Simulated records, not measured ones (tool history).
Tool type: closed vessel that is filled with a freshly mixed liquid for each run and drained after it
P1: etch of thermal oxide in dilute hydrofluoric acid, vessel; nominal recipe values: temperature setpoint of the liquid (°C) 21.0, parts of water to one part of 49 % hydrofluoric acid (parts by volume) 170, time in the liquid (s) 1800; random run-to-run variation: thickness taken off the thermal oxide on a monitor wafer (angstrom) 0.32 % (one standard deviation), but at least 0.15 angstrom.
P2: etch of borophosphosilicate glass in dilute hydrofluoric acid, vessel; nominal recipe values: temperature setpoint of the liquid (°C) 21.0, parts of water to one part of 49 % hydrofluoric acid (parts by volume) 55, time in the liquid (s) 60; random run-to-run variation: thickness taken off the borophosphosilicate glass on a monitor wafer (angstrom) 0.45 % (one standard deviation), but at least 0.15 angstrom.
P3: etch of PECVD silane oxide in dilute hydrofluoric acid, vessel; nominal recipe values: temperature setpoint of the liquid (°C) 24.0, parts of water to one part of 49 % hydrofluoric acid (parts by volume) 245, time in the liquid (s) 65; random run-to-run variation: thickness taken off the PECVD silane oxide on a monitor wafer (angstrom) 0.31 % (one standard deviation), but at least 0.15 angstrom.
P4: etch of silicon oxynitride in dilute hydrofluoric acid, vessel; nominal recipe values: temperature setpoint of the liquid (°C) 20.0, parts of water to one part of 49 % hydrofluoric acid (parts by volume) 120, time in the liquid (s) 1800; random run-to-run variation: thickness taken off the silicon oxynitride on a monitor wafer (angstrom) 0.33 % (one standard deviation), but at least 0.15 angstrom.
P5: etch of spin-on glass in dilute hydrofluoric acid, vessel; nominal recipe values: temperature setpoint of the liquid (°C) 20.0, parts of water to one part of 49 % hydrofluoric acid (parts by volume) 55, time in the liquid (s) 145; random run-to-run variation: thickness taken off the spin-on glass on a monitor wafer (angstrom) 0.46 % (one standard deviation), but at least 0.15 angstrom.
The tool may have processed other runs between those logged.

run,hour,process that ran,temperature setpoint of the liquid (°C),parts of water to one part of 49 % hydrofluoric acid (parts by volume),time in the liquid (s),hours since the thermometer was replaced,hours since the hydrofluoric acid flow meter was replaced,thickness taken off the thermal oxide on a monitor wafer (angstrom),thickness taken off the borophosphosilicate glass on a monitor wafer (angstrom),thickness taken off the silicon oxynitride on a monitor wafer (angstrom),thickness taken off the spin-on glass on a monitor wafer (angstrom),thickness taken off the PECVD silane oxide on a monitor wafer (angstrom)
1,10.7,P1,21.0,170,1800,1440.6,1586.8,406.70,,,,
2,29.2,P2,29.0,55,60,1459.1,1605.3,,846.55,,,
3,43.1,P4,17.0,120,1800,1473.0,1619.2,,,149.860,,
4,53.9,P2,21.0,55,60,1483.8,1630.0,,604.39,,,
5,69.8,P1,21.0,170,610,1499.7,1645.9,136.80,,,,
6,81.2,P1,21.0,170,1800,1511.1,1657.3,405.88,,,,
7,90.8,P1,21.0,250,1800,1520.7,1666.9,256.55,,,,
8,104.5,P5,28.0,55,145,1534.4,1680.6,,,,696.90,
9,117.2,P1,21.0,170,1800,1547.1,1693.3,407.22,,,,
10,132.4,P1,21.0,170,1800,1562.3,1708.5,407.06,,,,
11,141.7,P4,20.0,50,1800,1571.6,1717.8,,,441.430,,
12,154.2,P4,20.0,120,1800,1584.1,1730.3,,,175.070,,
13,166.9,P3,17.0,245,65,1596.8,1743.0,,,,,57.468
14,175.5,P1,21.0,170,3100,1605.4,1751.6,698.01,,,,
15,194.6,P1,26.5,105,1800,1624.5,1770.7,873.91,,,,
16,204.6,P3,24.0,245,130,1634.5,1780.7,,,,,149.370
17,214.4,P2,21.0,55,60,1644.3,1790.5,,605.97,,,
18,228.1,P5,20.0,25,145,1658.0,1804.2,,,,1147.20,
19,245.9,P1,21.0,170,1800,1675.8,1822.0,407.71,,,,
20,259.0,P2,21.0,95,60,1688.9,1835.1,,336.28,,,
21,274.6,P4,20.0,120,1800,1704.5,1850.7,,,174.630,,
22,283.9,P1,17.0,170,1800,1713.8,1860.0,344.75,,,,
23,295.6,P5,20.0,55,50,1725.5,1871.7,,,,173.37,
24,306.3,P1,27.0,170,1800,1736.2,1882.4,508.74,,,,
25,325.7,P5,20.0,55,145,1755.6,1901.8,,,,506.33,
26,345.0,P1,21.0,60,1800,1774.9,1921.1,1299.60,,,,
27,362.0,P3,24.0,375,65,1791.9,1938.1,,,,,42.989
28,373.8,P1,21.0,170,1800,1803.7,1949.9,402.21,,,,
29,382.5,P4,20.0,120,910,1812.4,1958.6,,,88.508,,
30,392.5,P1,21.0,170,1800,1822.4,1968.6,405.39,,,,
31,403.9,P2,21.0,55,120,1833.8,1980.0,,1211.30,,,
32,419.4,P3,24.0,245,65,1849.3,1995.5,,,,,74.529
33,436.8,P1,21.0,170,1800,1866.7,2012.9,406.37,,,,
34,448.7,P1,21.0,170,1800,1878.6,2024.8,397.77,,,,
35,463.0,P1,21.0,170,1800,1892.9,2039.1,390.45,,,,
36,482.3,P1,21.0,170,1800,1912.2,2058.4,385.62,,,,
37,496.1,P1,21.0,170,1800,1926.0,2072.2,382.42,,,,
38,514.4,P1,21.0,170,1800,1944.3,2090.5,381.42,,,,
39,524.2,P1,21.0,170,1800,1954.1,2100.3,379.61,,,,
40,537.0,P1,21.0,170,1800,1966.9,2113.1,380.31,,,,
41,549.8,P1,21.0,170,1800,1979.7,2125.9,377.58,,,,
42,567.1,P1,21.0,170,1800,1997.0,2143.2,379.01,,,,
43,585.0,P1,21.0,170,1800,2014.9,2161.1,377.53,,,,
44,595.7,P1,21.0,170,1800,2025.6,2171.8,377.87,,,,

Something has made what P1 gives creep away from where it was; the 2 causes below, each at its own stated size, fit the log equally well:
A: hydrofluoric acid flow below the setpoint (%) = 5.75
B: liquid colder than its thermometer reads (K) = 1.79
The drift started at roughly hour 436.8.

Consider the 4 single-wafer check runs listed below, results given as question marks: which one distinguishes between the causes by giving clearly different results for each?
check 1,606.4,P2,21.0,90,115,,,,?,,,
check 2,606.4,P5,28.0,55,145,,,,,,?,
check 3,606.4,P3,19.0,245,95,,,,,,,?
check 4,606.4,P4,17.0,55,1800,,,,,?,,

If the cause were each of the candidates in turn, the checks would give the following:
check,result,if A,if B
check 1,thickness taken off the borophosphosilicate glass on a monitor wafer (angstrom),639.66,634.32
check 2,thickness taken off the spin-on glass on a monitor wafer (angstrom),656.85,652.01
check 3,thickness taken off the PECVD silane oxide on a monitor wafer (angstrom),84.064,84.401
check 4,thickness taken off the silicon oxynitride on a monitor wafer (angstrom),322.220,312.330
Gap, in per cent, between the two causes that each check separates least, read from the result that separates them most: check 1 0.84 %; check 2 0.74 %; check 3 0.4 %; check 4 3.12 %
Check 4 tells the causes apart: in the others they would give nearly the same result.

Check 4 has now been run. It gave: thickness taken off the silicon oxynitride on a monitor wafer (angstrom) 311.340. Which of the candidate causes is it?

It is B: liquid colder than its thermometer reads (K).
